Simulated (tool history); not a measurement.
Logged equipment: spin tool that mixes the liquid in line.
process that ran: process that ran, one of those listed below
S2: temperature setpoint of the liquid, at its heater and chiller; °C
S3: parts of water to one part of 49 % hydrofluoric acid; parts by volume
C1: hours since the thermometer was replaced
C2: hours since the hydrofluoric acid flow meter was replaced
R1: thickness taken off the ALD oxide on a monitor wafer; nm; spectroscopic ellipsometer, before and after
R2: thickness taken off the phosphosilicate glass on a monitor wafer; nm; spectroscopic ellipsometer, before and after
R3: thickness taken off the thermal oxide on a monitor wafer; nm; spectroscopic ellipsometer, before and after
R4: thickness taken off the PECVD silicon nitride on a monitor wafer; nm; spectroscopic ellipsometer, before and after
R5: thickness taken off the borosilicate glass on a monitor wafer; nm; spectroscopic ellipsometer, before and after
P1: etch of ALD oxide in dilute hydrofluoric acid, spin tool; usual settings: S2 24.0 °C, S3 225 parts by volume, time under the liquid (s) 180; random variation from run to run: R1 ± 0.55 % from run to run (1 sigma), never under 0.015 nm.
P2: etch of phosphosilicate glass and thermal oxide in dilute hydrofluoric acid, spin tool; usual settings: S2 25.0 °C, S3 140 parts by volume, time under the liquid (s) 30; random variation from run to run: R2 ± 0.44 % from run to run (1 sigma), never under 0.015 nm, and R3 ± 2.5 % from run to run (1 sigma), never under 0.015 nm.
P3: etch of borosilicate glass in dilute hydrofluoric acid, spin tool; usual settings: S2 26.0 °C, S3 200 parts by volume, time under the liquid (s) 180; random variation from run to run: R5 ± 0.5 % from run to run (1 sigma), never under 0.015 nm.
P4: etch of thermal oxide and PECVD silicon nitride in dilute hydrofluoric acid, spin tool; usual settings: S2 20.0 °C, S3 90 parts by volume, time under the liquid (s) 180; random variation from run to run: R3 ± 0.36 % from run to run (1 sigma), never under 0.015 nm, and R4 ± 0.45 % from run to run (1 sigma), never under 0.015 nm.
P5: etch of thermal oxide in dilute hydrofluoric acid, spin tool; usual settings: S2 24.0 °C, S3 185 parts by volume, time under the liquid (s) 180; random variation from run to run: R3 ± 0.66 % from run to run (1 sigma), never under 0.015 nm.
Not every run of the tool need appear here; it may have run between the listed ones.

run 1 day=0.233 | process_that_ran=P1 S2=24.0 S3=225 time_under_the_liquid_(s)=180 | C1=1475.3 C2=284.3 | R1=7.54710
run 2 day=0.558 | process_that_ran=P2 S2=25.0 S3=140 time_under_the_liquid_(s)=30 | C1=1483.1 C2=292.1 | R2=30.682 R3=0.94481
run 3 day=0.954 | process_that_ran=P5 S2=24.0 S3=305 time_under_the_liquid_(s)=180 | C1=1492.6 C2=301.6 | R3=2.21380
run 4 day=1.333 | process_that_ran=P5 S2=24.0 S3=185 time_under_the_liquid_(s)=280 | C1=1501.7 C2=310.7 | R3=6.51030
run 5 day=1.583 | process_that_ran=P5 S2=17.0 S3=185 time_under_the_liquid_(s)=180 | C1=1507.7 C2=316.7 | R3=3.18540
run 6 day=1.846 | process_that_ran=P2 S2=25.0 S3=75 time_under_the_liquid_(s)=30 | C1=1514.0 C2=323.0 | R2=61.597 R3=2.05150
run 7 day=2.192 | process_that_ran=P1 S2=27.5 S3=225 time_under_the_liquid_(s)=350 | C1=1522.3 C2=331.3 | R1=16.53200
run 8 day=2.638 | process_that_ran=P1 S2=24.0 S3=225 time_under_the_liquid_(s)=290 | C1=1533.0 C2=342.0 | R1=12.18700
run 9 day=2.904 | process_that_ran=P1 S2=17.0 S3=225 time_under_the_liquid_(s)=180 | C1=1539.4 C2=348.4 | R1=5.81770
run 10 day=3.250 | process_that_ran=P4 S2=20.0 S3=135 time_under_the_liquid_(s)=180 | C1=1547.7 C2=356.7 | R3=5.24570 R4=4.2526
run 11 day=3.696 | process_that_ran=P3 S2=26.0 S3=200 time_under_the_liquid_(s)=180 | C1=1558.4 C2=367.4 | R5=20.9680
run 12 day=4.167 | process_that_ran=P2 S2=17.0 S3=140 time_under_the_liquid_(s)=30 | C1=1569.7 C2=378.7 | R2=22.326 R3=0.70460
run 13 day=4.608 | process_that_ran=P1 S2=24.0 S3=225 time_under_the_liquid_(s)=180 | C1=1580.3 C2=389.3 | R1=7.44680
run 14 day=5.000 | process_that_ran=P5 S2=24.0 S3=185 time_under_the_liquid_(s)=180 | C1=1589.7 C2=398.7 | R3=4.16310
run 15 day=5.288 | process_that_ran=P3 S2=26.0 S3=345 time_under_the_liquid_(s)=180 | C1=1596.6 C2=405.6 | R5=10.5070
run 16 day=5.696 | process_that_ran=P5 S2=24.0 S3=185 time_under_the_liquid_(s)=180 | C1=1606.4 C2=415.4 | R3=4.14090
run 17 day=6.008 | process_that_ran=P3 S2=26.0 S3=200 time_under_the_liquid_(s)=180 | C1=1613.9 C2=422.9 | R5=21.2380
run 18 day=6.296 | process_that_ran=P4 S2=17.0 S3=90 time_under_the_liquid_(s)=180 | C1=1620.8 C2=429.8 | R3=7.27400 R4=5.1339
run 19 day=6.550 | process_that_ran=P1 S2=24.0 S3=225 time_under_the_liquid_(s)=25 | C1=1626.9 C2=435.9 | R1=1.05520
run 20 day=6.858 | process_that_ran=P3 S2=20.5 S3=200 time_under_the_liquid_(s)=180 | C1=1634.3 C2=443.3 | R5=17.2070
run 21 day=7.258 | process_that_ran=P1 S2=24.0 S3=225 time_under_the_liquid_(s)=180 | C1=1643.9 C2=452.9 | R1=7.53200
run 22 day=7.525 | process_that_ran=P1 S2=17.5 S3=225 time_under_the_liquid_(s)=20 | C1=1650.3 C2=459.3 | R1=0.63515
run 23 day=7.804 | process_that_ran=P1 S2=24.0 S3=350 time_under_the_liquid_(s)=180 | C1=1657.0 C2=466.0 | R1=4.24840
run 24 day=8.075 | process_that_ran=P1 S2=29.0 S3=225 time_under_the_liquid_(s)=180 | C1=1663.5 C2=472.5 | R1=8.90500
run 25 day=8.400 | process_that_ran=P3 S2=26.0 S3=200 time_under_the_liquid_(s)=50 | C1=1671.3 C2=480.3 | R5=5.8075
run 26 day=8.833 | process_that_ran=P1 S2=24.0 S3=60 time_under_the_liquid_(s)=180 | C1=1681.7 C2=490.7 | R1=33.90600
run 27 day=9.088 | process_that_ran=P4 S2=20.0 S3=90 time_under_the_liquid_(s)=40 | C1=1687.8 C2=496.8 | R3=1.82850 R4=1.3849
run 28 day=9.346 | process_that_ran=P4 S2=20.0 S3=90 time_under_the_liquid_(s)=180 | C1=1694.0 C2=503.0 | R3=8.24760 R4=6.3350
run 29 day=9.621 | process_that_ran=P1 S2=29.0 S3=115 time_under_the_liquid_(s)=180 | C1=1700.6 C2=509.6 | R1=20.32900
run 30 day=10.083 | process_that_ran=P1 S2=24.0 S3=225 time_under_the_liquid_(s)=180 | C1=1711.7 C2=520.7 | R1=7.56040
run 31 day=10.446 | process_that_ran=P2 S2=25.0 S3=140 time_under_the_liquid_(s)=45 | C1=1720.4 C2=529.4 | R2=46.122 R3=1.46530
run 32 day=10.700 | process_that_ran=P1 S2=24.0 S3=225 time_under_the_liquid_(s)=180 | C1=1726.5 C2=535.5 | R1=7.47240
run 33 day=11.096 | process_that_ran=P1 S2=24.0 S3=225 time_under_the_liquid_(s)=180 | C1=1736.0 C2=545.0 | R1=7.25740
run 34 day=11.529 | process_that_ran=P1 S2=24.0 S3=225 time_under_the_liquid_(s)=180 | C1=1746.4 C2=555.4 | R1=7.16430
run 35 day=11.775 | process_that_ran=P1 S2=24.0 S3=225 time_under_the_liquid_(s)=180 | C1=1752.3 C2=561.3 | R1=7.07620
run 36 day=12.021 | process_that_ran=P1 S2=24.0 S3=225 time_under_the_liquid_(s)=180 | C1=1758.2 C2=567.2 | R1=7.07170
run 37 day=12.362 | process_that_ran=P1 S2=24.0 S3=225 time_under_the_liquid_(s)=180 | C1=1766.4 C2=575.4 | R1=6.96310
run 38 day=12.800 | process_that_ran=P1 S2=24.0 S3=225 time_under_the_liquid_(s)=180 | C1=1776.9 C2=585.9 | R1=6.96150
run 39 day=13.196 | process_that_ran=P1 S2=24.0 S3=225 time_under_the_liquid_(s)=180 | C1=1786.4 C2=595.4 | R1=6.97310
run 40 day=13.517 | process_that_ran=P1 S2=24.0 S3=225 time_under_the_liquid_(s)=180 | C1=1794.1 C2=603.1 | R1=6.96250

P1 has crept away from where it was. The log is fitted equally well by each of these 2 causes, at the sizes shown:
A: liquid colder than its thermometer reads (K) = 2.26
B: hydrofluoric acid flow below the setpoint (%) = 6.47
The process output started creeping at around day 10.700.

The check runs listed below each take one wafer, and their results are still question marks. Under which run would the listed causes lead to clearly different results?
run check 1 day=13.838 | process_that_ran=P2 S2=25.0 S3=140 time_under_the_liquid_(s)=30 | R2=? R3=?
run check 2 day=13.838 | process_that_ran=P3 S2=26.0 S3=200 time_under_the_liquid_(s)=180 | R5=?
run check 3 day=13.838 | process_that_ran=P5 S2=24.0 S3=185 time_under_the_liquid_(s)=180 | R3=?
run check 4 day=13.838 | process_that_ran=P4 S2=20.0 S3=90 time_under_the_liquid_(s)=180 | R3=? R4=?

Check results expected under each cause:
check=check_1 result=R2 if_A=28.002 if_B=28.251
check=check_1 result=R3 if_A=0.88656 if_B=0.89445
check=check_2 result=R5 if_A=19.4390 if_B=19.4460
check=check_3 result=R3 if_A=3.81400 if_B=3.83150
check=check_4 result=R3 if_A=7.51530 if_B=7.67020
check=check_4 result=R4 if_A=5.4239 if_B=5.9378
Minimum pairwise separation of causes per check, each pair taken at its best-separating result: check 1 0.89 %; check 2 0.04 %; check 3 0.46 %; check 4 9.05 %
Only check 4 tells the causes apart: in the others they would give nearly the same result.

After running check 4, the following was obtained: R3 7.64170 nm; R4 5.9410 nm. Which cause does this point to?

The correct cause is B, namely: hydrofluoric acid flow below the setpoint (%).
